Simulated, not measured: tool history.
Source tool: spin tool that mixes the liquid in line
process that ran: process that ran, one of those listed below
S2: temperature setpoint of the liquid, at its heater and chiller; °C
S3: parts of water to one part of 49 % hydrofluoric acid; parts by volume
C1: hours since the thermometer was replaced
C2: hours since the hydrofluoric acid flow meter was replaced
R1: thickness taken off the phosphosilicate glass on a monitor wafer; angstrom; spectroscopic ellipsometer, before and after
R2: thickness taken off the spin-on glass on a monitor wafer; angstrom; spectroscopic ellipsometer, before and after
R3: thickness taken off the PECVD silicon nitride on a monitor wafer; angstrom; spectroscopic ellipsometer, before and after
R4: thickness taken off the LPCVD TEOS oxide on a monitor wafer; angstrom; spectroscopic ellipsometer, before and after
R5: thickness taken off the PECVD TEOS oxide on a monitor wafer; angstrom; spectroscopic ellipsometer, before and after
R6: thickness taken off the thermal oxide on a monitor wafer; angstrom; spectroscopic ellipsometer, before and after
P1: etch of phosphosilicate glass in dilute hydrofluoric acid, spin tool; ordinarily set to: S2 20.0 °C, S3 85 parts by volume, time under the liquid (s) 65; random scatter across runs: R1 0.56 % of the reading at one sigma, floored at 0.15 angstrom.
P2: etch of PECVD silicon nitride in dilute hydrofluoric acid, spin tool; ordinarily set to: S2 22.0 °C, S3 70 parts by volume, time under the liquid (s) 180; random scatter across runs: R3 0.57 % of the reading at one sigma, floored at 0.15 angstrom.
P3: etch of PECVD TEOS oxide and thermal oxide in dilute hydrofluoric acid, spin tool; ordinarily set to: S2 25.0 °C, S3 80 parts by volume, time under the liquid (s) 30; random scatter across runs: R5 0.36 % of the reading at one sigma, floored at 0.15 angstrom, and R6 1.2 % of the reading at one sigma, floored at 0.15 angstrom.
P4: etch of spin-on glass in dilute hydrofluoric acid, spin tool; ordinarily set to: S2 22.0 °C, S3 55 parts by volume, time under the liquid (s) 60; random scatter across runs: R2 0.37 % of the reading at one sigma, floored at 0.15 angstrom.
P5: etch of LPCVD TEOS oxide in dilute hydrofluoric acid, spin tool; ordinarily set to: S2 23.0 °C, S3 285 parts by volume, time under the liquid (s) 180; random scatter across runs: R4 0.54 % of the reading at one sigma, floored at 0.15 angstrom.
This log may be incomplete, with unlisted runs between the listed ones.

Run 1, hour 9.4: process that ran P1, S2 20.0 °C, S3 85 parts by volume, time under the liquid (s) 65; C1 980.4; C2 411.5. Result: R1 480.77 angstrom.
Run 2, hour 21.5: process that ran P4, S2 22.0 °C, S3 55 parts by volume, time under the liquid (s) 110; C1 992.5; C2 423.6. Result: R2 781.13 angstrom.
Run 3, hour 34.1: process that ran P2, S2 22.0 °C, S3 70 parts by volume, time under the liquid (s) 180; C1 1005.1; C2 436.2. Result: R3 128.490 angstrom.
Run 4, hour 42.9: process that ran P5, S2 23.0 °C, S3 285 parts by volume, time under the liquid (s) 180; C1 1013.9; C2 445.0. Result: R4 84.7360 angstrom.
Run 5, hour 51.4: process that ran P4, S2 22.0 °C, S3 55 parts by volume, time under the liquid (s) 60; C1 1022.4; C2 453.5. Result: R2 427.11 angstrom.
Run 6, hour 61.5: process that ran P1, S2 20.0 °C, S3 85 parts by volume, time under the liquid (s) 95; C1 1032.5; C2 463.6. Result: R1 700.57 angstrom.
Run 7, hour 71.9: process that ran P1, S2 20.0 °C, S3 35 parts by volume, time under the liquid (s) 65; C1 1042.9; C2 474.0. Result: R1 1241.80 angstrom.
Run 8, hour 78.4: process that ran P1, S2 20.0 °C, S3 85 parts by volume, time under the liquid (s) 65; C1 1049.4; C2 480.5. Result: R1 482.98 angstrom.
Run 9, hour 88.8: process that ran P3, S2 25.0 °C, S3 80 parts by volume, time under the liquid (s) 65; C1 1059.8; C2 490.9. Result: R5 217.680 angstrom, R6 42.2210 angstrom.
Run 10, hour 96.2: process that ran P3, S2 25.0 °C, S3 80 parts by volume, time under the liquid (s) 30; C1 1067.2; C2 498.3. Result: R5 99.572 angstrom, R6 19.4800 angstrom.
Run 11, hour 103.7: process that ran P2, S2 22.0 °C, S3 70 parts by volume, time under the liquid (s) 100; C1 1074.7; C2 505.8. Result: R3 72.333 angstrom.
Run 12, hour 114.0: process that ran P1, S2 20.0 °C, S3 85 parts by volume, time under the liquid (s) 65; C1 1085.0; C2 516.1. Result: R1 476.09 angstrom.
Run 13, hour 123.8: process that ran P5, S2 23.0 °C, S3 95 parts by volume, time under the liquid (s) 180; C1 1094.8; C2 525.9. Result: R4 311.2300 angstrom.
Run 14, hour 135.9: process that ran P1, S2 20.0 °C, S3 140 parts by volume, time under the liquid (s) 65; C1 1106.9; C2 538.0. Result: R1 275.88 angstrom.
Run 15, hour 145.0: process that ran P2, S2 22.0 °C, S3 125 parts by volume, time under the liquid (s) 180; C1 1116.0; C2 547.1. Result: R3 73.372 angstrom.
Run 16, hour 151.2: process that ran P1, S2 20.0 °C, S3 85 parts by volume, time under the liquid (s) 15; C1 1122.2; C2 553.3. Result: R1 112.10 angstrom.
Run 17, hour 159.8: process that ran P5, S2 23.0 °C, S3 285 parts by volume, time under the liquid (s) 180; C1 1130.8; C2 561.9. Result: R4 84.9070 angstrom.
Run 18, hour 170.4: process that ran P4, S2 22.0 °C, S3 55 parts by volume, time under the liquid (s) 60; C1 1141.4; C2 572.5. Result: R2 424.83 angstrom.
Run 19, hour 183.8: process that ran P1, S2 20.0 °C, S3 85 parts by volume, time under the liquid (s) 65; C1 1154.8; C2 585.9. Result: R1 478.63 angstrom.
Run 20, hour 189.7: process that ran P2, S2 22.0 °C, S3 70 parts by volume, time under the liquid (s) 180; C1 1160.7; C2 591.8. Result: R3 128.340 angstrom.
Run 21, hour 197.8: process that ran P5, S2 23.0 °C, S3 285 parts by volume, time under the liquid (s) 15; C1 1168.8; C2 599.9. Result: R4 7.0306 angstrom.
At hour 199.8: thermometer replaced.
Run 22, hour 206.2: process that ran P3, S2 25.0 °C, S3 145 parts by volume, time under the liquid (s) 30; C1 6.4; C2 608.3. Result: R5 50.561 angstrom, R6 9.9746 angstrom.
At hour 214.4: hydrofluoric acid flow meter replaced.
Run 23, hour 217.4: process that ran P1, S2 20.0 °C, S3 85 parts by volume, time under the liquid (s) 65; C1 17.6; C2 3.0. Result: R1 481.79 angstrom.
Run 24, hour 228.8: process that ran P1, S2 20.0 °C, S3 135 parts by volume, time under the liquid (s) 35; C1 29.0; C2 14.4. Result: R1 153.60 angstrom.
Run 25, hour 241.1: process that ran P4, S2 22.0 °C, S3 95 parts by volume, time under the liquid (s) 60; C1 41.3; C2 26.7. Result: R2 235.34 angstrom.
Run 26, hour 248.3: process that ran P4, S2 17.0 °C, S3 55 parts by volume, time under the liquid (s) 60; C1 48.5; C2 33.9. Result: R2 346.68 angstrom.
Run 27, hour 255.1: process that ran P1, S2 17.0 °C, S3 85 parts by volume, time under the liquid (s) 65; C1 55.3; C2 40.7. Result: R1 422.93 angstrom.
Run 28, hour 265.6: process that ran P5, S2 28.5 °C, S3 285 parts by volume, time under the liquid (s) 180; C1 65.8; C2 51.2. Result: R4 103.2300 angstrom.
Run 29, hour 275.8: process that ran P3, S2 32.0 °C, S3 80 parts by volume, time under the liquid (s) 30; C1 76.0; C2 61.4. Result: R5 130.320 angstrom, R6 26.1690 angstrom.
Run 30, hour 289.0: process that ran P1, S2 28.0 °C, S3 85 parts by volume, time under the liquid (s) 65; C1 89.2; C2 74.6. Result: R1 662.67 angstrom.
Run 31, hour 299.4: process that ran P2, S2 17.0 °C, S3 70 parts by volume, time under the liquid (s) 180; C1 99.6; C2 85.0. Result: R3 91.482 angstrom.
Run 32, hour 306.8: process that ran P1, S2 20.0 °C, S3 85 parts by volume, time under the liquid (s) 65; C1 107.0; C2 92.4. Result: R1 480.78 angstrom.
Run 33, hour 315.3: process that ran P1, S2 20.0 °C, S3 85 parts by volume, time under the liquid (s) 65; C1 115.5; C2 100.9. Result: R1 479.83 angstrom.
Run 34, hour 328.7: process that ran P1, S2 20.0 °C, S3 85 parts by volume, time under the liquid (s) 65; C1 128.9; C2 114.3. Result: R1 507.03 angstrom.
Run 35, hour 341.8: process that ran P1, S2 20.0 °C, S3 85 parts by volume, time under the liquid (s) 65; C1 142.0; C2 127.4. Result: R1 518.46 angstrom.
Run 36, hour 351.7: process that ran P1, S2 20.0 °C, S3 85 parts by volume, time under the liquid (s) 65; C1 151.9; C2 137.3. Result: R1 519.52 angstrom.
Run 37, hour 363.8: process that ran P1, S2 20.0 °C, S3 85 parts by volume, time under the liquid (s) 65; C1 164.0; C2 149.4. Result: R1 523.30 angstrom.
Run 38, hour 373.0: process that ran P1, S2 20.0 °C, S3 85 parts by volume, time under the liquid (s) 65; C1 173.2; C2 158.6. Result: R1 518.64 angstrom.
Run 39, hour 381.0: process that ran P1, S2 20.0 °C, S3 85 parts by volume, time under the liquid (s) 65; C1 181.2; C2 166.6. Result: R1 516.34 angstrom.

Compared with where it was, what P1 gives has crept away. Each cause listed below fits the log as well as the rest, at the size given for it:
A: hydrofluoric acid flow above the setpoint (%) = 7.77
B: liquid hotter than its thermometer reads (K) = 2
The drift started at roughly hour 315.3.

4 check runs are offered, one wafer each, their results left as question marks. Which one tells the causes apart?
Run check 1, hour 389.0: process that ran P4, S2 22.0 °C, S3 80 parts by volume, time under the liquid (s) 60. Result: R2 ?.
Run check 2, hour 389.0: process that ran P5, S2 23.0 °C, S3 100 parts by volume, time under the liquid (s) 15. Result: R4 ?.
Run check 3, hour 389.0: process that ran P3, S2 25.0 °C, S3 105 parts by volume, time under the liquid (s) 30. Result: R5 ?, R6 ?.
Run check 4, hour 389.0: process that ran P2, S2 17.5 °C, S3 110 parts by volume, time under the liquid (s) 180. Result: R3 ?.

Predicted outcomes, by check and by cause:
  check  result     if A     if B
check 1      R2   308.54   308.31
check 2      R4  26.7930  26.6780
check 3      R5   80.203   79.657
check 3      R6  15.8810  15.7730
check 4      R3   65.670   70.067
Separation of the two closest causes in each check, using whichever result separates them best: check 1 0.07 %; check 2 0.43 %; check 3 0.68 %; check 4 6.48 %
Check 4 is the one run that separates the causes; every other check would come out nearly the same whichever cause is at work.

After running check 4, the following was obtained: R3 70.256 angstrom. Which cause does this point to?

It was cause B: liquid hotter than its thermometer reads (K).
